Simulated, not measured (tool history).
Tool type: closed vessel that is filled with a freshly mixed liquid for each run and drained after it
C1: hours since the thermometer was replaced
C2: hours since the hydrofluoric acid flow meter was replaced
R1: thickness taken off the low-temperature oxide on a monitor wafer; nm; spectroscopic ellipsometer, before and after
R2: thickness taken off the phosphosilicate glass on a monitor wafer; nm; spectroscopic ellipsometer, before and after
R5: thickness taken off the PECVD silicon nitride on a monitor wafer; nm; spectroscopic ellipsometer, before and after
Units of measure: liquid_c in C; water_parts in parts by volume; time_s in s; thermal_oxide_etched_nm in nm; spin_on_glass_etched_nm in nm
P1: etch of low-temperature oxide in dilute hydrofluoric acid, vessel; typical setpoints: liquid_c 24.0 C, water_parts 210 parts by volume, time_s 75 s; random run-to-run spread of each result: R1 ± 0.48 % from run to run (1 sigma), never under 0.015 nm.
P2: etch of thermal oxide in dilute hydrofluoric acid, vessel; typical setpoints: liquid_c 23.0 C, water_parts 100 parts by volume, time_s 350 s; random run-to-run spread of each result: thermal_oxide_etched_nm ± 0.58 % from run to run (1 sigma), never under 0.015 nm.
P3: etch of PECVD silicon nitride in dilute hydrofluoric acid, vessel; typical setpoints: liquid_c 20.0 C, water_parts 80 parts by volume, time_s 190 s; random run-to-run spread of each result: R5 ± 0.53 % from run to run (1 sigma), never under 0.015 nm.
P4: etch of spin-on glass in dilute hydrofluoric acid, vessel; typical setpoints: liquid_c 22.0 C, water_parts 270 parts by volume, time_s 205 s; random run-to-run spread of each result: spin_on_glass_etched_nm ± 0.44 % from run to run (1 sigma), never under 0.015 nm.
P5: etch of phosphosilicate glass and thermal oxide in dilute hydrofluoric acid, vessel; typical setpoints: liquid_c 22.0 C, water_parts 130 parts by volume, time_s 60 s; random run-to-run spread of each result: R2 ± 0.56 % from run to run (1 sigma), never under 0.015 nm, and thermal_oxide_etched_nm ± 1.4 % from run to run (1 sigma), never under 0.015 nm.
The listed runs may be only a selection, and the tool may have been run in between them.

{"run": 1, "hour": 4.1, "process": "P1", "liquid_c": 24.0, "water_parts": 210, "time_s": 75, "C1": 386.1, "C2": 300.0, "R1": 6.6145}
{"run": 2, "hour": 7.2, "process": "P5", "liquid_c": 26.5, "water_parts": 130, "time_s": 60, "C1": 389.2, "C2": 303.1, "R2": 98.224, "thermal_oxide_etched_nm": 2.3246}
{"run": 3, "hour": 11.9, "process": "P1", "liquid_c": 17.0, "water_parts": 210, "time_s": 140, "C1": 393.9, "C2": 307.8, "R1": 9.4079}
{"run": 4, "hour": 17.5, "process": "P1", "liquid_c": 24.0, "water_parts": 210, "time_s": 75, "C1": 399.5, "C2": 313.4, "R1": 6.5552}
{"run": 5, "hour": 22.1, "process": "P2", "liquid_c": 23.0, "water_parts": 100, "time_s": 350, "C1": 404.1, "C2": 318.0, "thermal_oxide_etched_nm": 15.202}
{"run": 6, "hour": 26.4, "process": "P1", "liquid_c": 24.0, "water_parts": 210, "time_s": 75, "C1": 408.4, "C2": 322.3, "R1": 6.611}
{"run": 7, "hour": 32.6, "process": "P2", "liquid_c": 30.5, "water_parts": 100, "time_s": 350, "C1": 414.6, "C2": 328.5, "thermal_oxide_etched_nm": 20.268}
{"run": 8, "hour": 39.3, "process": "P2", "liquid_c": 23.0, "water_parts": 150, "time_s": 350, "C1": 421.3, "C2": 335.2, "thermal_oxide_etched_nm": 9.5464}
{"run": 9, "hour": 45.8, "process": "P1", "liquid_c": 24.0, "water_parts": 210, "time_s": 30, "C1": 427.8, "C2": 341.7, "R1": 2.6396}
{"run": 10, "hour": 49.8, "process": "P5", "liquid_c": 22.0, "water_parts": 130, "time_s": 60, "C1": 431.8, "C2": 345.7, "R2": 82.421, "thermal_oxide_etched_nm": 1.9117}
{"run": 11, "hour": 55.5, "process": "P1", "liquid_c": 17.0, "water_parts": 85, "time_s": 75, "C1": 437.5, "C2": 351.4, "R1": 14.084}
{"run": 12, "hour": 61.0, "process": "P5", "liquid_c": 22.0, "water_parts": 130, "time_s": 60, "C1": 443.0, "C2": 356.9, "R2": 82.76, "thermal_oxide_etched_nm": 1.884}
{"run": 13, "hour": 65.4, "process": "P5", "liquid_c": 22.0, "water_parts": 130, "time_s": 30, "C1": 447.4, "C2": 361.3, "R2": 41.229, "thermal_oxide_etched_nm": 0.94977}
{"run": 14, "hour": 71.1, "process": "P4", "liquid_c": 22.0, "water_parts": 270, "time_s": 85, "C1": 453.1, "C2": 367.0, "spin_on_glass_etched_nm": 6.226}
{"run": 15, "hour": 75.9, "process": "P1", "liquid_c": 24.0, "water_parts": 210, "time_s": 75, "C1": 457.9, "C2": 371.8, "R1": 6.6282}
{"run": 16, "hour": 79.8, "process": "P1", "liquid_c": 24.0, "water_parts": 360, "time_s": 75, "C1": 461.8, "C2": 375.7, "R1": 3.3261}
{"run": 17, "hour": 85.7, "process": "P2", "liquid_c": 23.0, "water_parts": 100, "time_s": 350, "C1": 467.7, "C2": 381.6, "thermal_oxide_etched_nm": 15.019}
{"run": 18, "hour": 90.6, "process": "P4", "liquid_c": 22.0, "water_parts": 450, "time_s": 205, "C1": 472.6, "C2": 386.5, "spin_on_glass_etched_nm": 7.7058}
{"run": 19, "hour": 95.4, "process": "P4", "liquid_c": 22.0, "water_parts": 270, "time_s": 205, "C1": 477.4, "C2": 391.3, "spin_on_glass_etched_nm": 14.987}
{"run": 20, "hour": 99.7, "process": "P2", "liquid_c": 23.0, "water_parts": 100, "time_s": 55, "C1": 481.7, "C2": 395.6, "thermal_oxide_etched_nm": 2.3909}
{"run": 21, "hour": 105.1, "process": "P1", "liquid_c": 24.0, "water_parts": 210, "time_s": 75, "C1": 487.1, "C2": 401.0, "R1": 6.5545}
{"run": 22, "hour": 110.3, "process": "P4", "liquid_c": 17.0, "water_parts": 270, "time_s": 205, "C1": 492.3, "C2": 406.2, "spin_on_glass_etched_nm": 12.611}
{"run": 23, "hour": 114.3, "process": "P5", "liquid_c": 22.0, "water_parts": 55, "time_s": 60, "C1": 496.3, "C2": 410.2, "R2": 211.19, "thermal_oxide_etched_nm": 4.8297}
{"run": 24, "hour": 120.8, "process": "P1", "liquid_c": 24.0, "water_parts": 210, "time_s": 135, "C1": 502.8, "C2": 416.7, "R1": 11.879}
{"run": 25, "hour": 124.7, "process": "P3", "liquid_c": 20.0, "water_parts": 20, "time_s": 190, "C1": 506.7, "C2": 420.6, "R5": 39.294}
{"run": 26, "hour": 128.5, "process": "P1", "liquid_c": 27.5, "water_parts": 210, "time_s": 75, "C1": 510.5, "C2": 424.4, "R1": 7.4904}
{"run": 27, "hour": 133.8, "process": "P1", "liquid_c": 24.0, "water_parts": 210, "time_s": 75, "C1": 515.8, "C2": 429.7, "R1": 6.5503}
{"run": 28, "hour": 136.9, "process": "P1", "liquid_c": 24.0, "water_parts": 210, "time_s": 75, "C1": 518.9, "C2": 432.8, "R1": 6.6088}
{"run": 29, "hour": 140.7, "process": "P1", "liquid_c": 24.0, "water_parts": 115, "time_s": 75, "C1": 522.7, "C2": 436.6, "R1": 13.439}
{"run": 30, "hour": 147.5, "process": "P1", "liquid_c": 24.0, "water_parts": 70, "time_s": 30, "C1": 529.5, "C2": 443.4, "R1": 9.244}
{"run": 31, "hour": 153.4, "process": "P1", "liquid_c": 19.5, "water_parts": 210, "time_s": 75, "C1": 535.4, "C2": 449.3, "R1": 5.6056}
{"run": 32, "hour": 159.9, "process": "P3", "liquid_c": 26.0, "water_parts": 80, "time_s": 190, "C1": 541.9, "C2": 455.8, "R5": 15.32}
{"run": 33, "hour": 162.9, "process": "P4", "liquid_c": 22.0, "water_parts": 270, "time_s": 205, "C1": 544.9, "C2": 458.8, "spin_on_glass_etched_nm": 15.138}
{"run": 34, "hour": 167.7, "process": "P3", "liquid_c": 20.0, "water_parts": 80, "time_s": 375, "C1": 549.7, "C2": 463.6, "R5": 20.26}
{"run": 35, "hour": 171.6, "process": "P3", "liquid_c": 20.0, "water_parts": 80, "time_s": 190, "C1": 553.6, "C2": 467.5, "R5": 10.24}
{"run": 36, "hour": 177.8, "process": "P1", "liquid_c": 24.0, "water_parts": 210, "time_s": 75, "C1": 559.8, "C2": 473.7, "R1": 6.6623}
{"run": 37, "hour": 181.4, "process": "P1", "liquid_c": 24.0, "water_parts": 210, "time_s": 75, "C1": 563.4, "C2": 477.3, "R1": 6.6798}
{"run": 38, "hour": 186.2, "process": "P1", "liquid_c": 24.0, "water_parts": 210, "time_s": 75, "C1": 568.2, "C2": 482.1, "R1": 6.8143}
{"run": 39, "hour": 191.7, "process": "P1", "liquid_c": 24.0, "water_parts": 210, "time_s": 75, "C1": 573.7, "C2": 487.6, "R1": 6.8641}
{"run": 40, "hour": 197.1, "process": "P1", "liquid_c": 24.0, "water_parts": 210, "time_s": 75, "C1": 579.1, "C2": 493.0, "R1": 6.9857}
{"run": 41, "hour": 200.2, "process": "P1", "liquid_c": 24.0, "water_parts": 210, "time_s": 75, "C1": 582.2, "C2": 496.1, "R1": 6.9915}
{"run": 42, "hour": 205.4, "process": "P1", "liquid_c": 24.0, "water_parts": 210, "time_s": 75, "C1": 587.4, "C2": 501.3, "R1": 7.012}
{"run": 43, "hour": 210.1, "process": "P1", "liquid_c": 24.0, "water_parts": 210, "time_s": 75, "C1": 592.1, "C2": 506.0, "R1": 6.9731}
{"run": 44, "hour": 215.9, "process": "P1", "liquid_c": 24.0, "water_parts": 210, "time_s": 75, "C1": 597.9, "C2": 511.8, "R1": 6.9915}
{"run": 45, "hour": 219.4, "process": "P1", "liquid_c": 24.0, "water_parts": 210, "time_s": 75, "C1": 601.4, "C2": 515.3, "R1": 7.0669}
{"run": 46, "hour": 223.2, "process": "P1", "liquid_c": 24.0, "water_parts": 210, "time_s": 75, "C1": 605.2, "C2": 519.1, "R1": 6.9993}
{"run": 47, "hour": 229.2, "process": "P1", "liquid_c": 24.0, "water_parts": 210, "time_s": 75, "C1": 611.2, "C2": 525.1, "R1": 7.0536}

What P1 gives has crept off from where it sat before. The 2 causes that follow fit the log equally well, each at the size noted:
A: hydrofluoric acid flow above the setpoint (%) = 5.45
B: liquid hotter than its thermometer reads (K) = 1.78
The creep began at about hour 177.8.

Listed below are the offered check runs, one wafer per run, with question marks in place of results. For which of them would the causes give clearly different outcomes?
{"run": "check 1", "hour": 235.2, "process": "P5", "liquid_c": 22.0, "water_parts": 130, "time_s": 35, "R2": "?", "thermal_oxide_etched_nm": "?"}
{"run": "check 2", "hour": 235.2, "process": "P3", "liquid_c": 20.0, "water_parts": 35, "time_s": 190, "R5": "?"}
{"run": "check 3", "hour": 235.2, "process": "P2", "liquid_c": 23.0, "water_parts": 150, "time_s": 350, "thermal_oxide_etched_nm": "?"}
{"run": "check 4", "hour": 235.2, "process": "P4", "liquid_c": 22.0, "water_parts": 350, "time_s": 110, "spin_on_glass_etched_nm": "?"}

Expected result of each check under each candidate cause:
check=check_1 result=R2 if_A=51.178 if_B=51.646
check=check_1 result=thermal_oxide_etched_nm if_A=1.18360 if_B=1.19440
check=check_2 result=R5 if_A=24.208 if_B=26.027
check=check_3 result=thermal_oxide_etched_nm if_A=10.21900 if_B=10.28400
check=check_4 result=spin_on_glass_etched_nm if_A=6.2098 if_B=6.1578
Separation of the two closest causes in each check, using whichever result separates them best: check 1 0.91 %; check 2 7.24 %; check 3 0.64 %; check 4 0.84 %
Only in check 2 would the causes give clearly different results; in the remaining checks their results would be nearly the same.

Then check 2 was run and gave: R5 25.952 nm. Which cause is it?

B is the cause: liquid hotter than its thermometer reads (K).

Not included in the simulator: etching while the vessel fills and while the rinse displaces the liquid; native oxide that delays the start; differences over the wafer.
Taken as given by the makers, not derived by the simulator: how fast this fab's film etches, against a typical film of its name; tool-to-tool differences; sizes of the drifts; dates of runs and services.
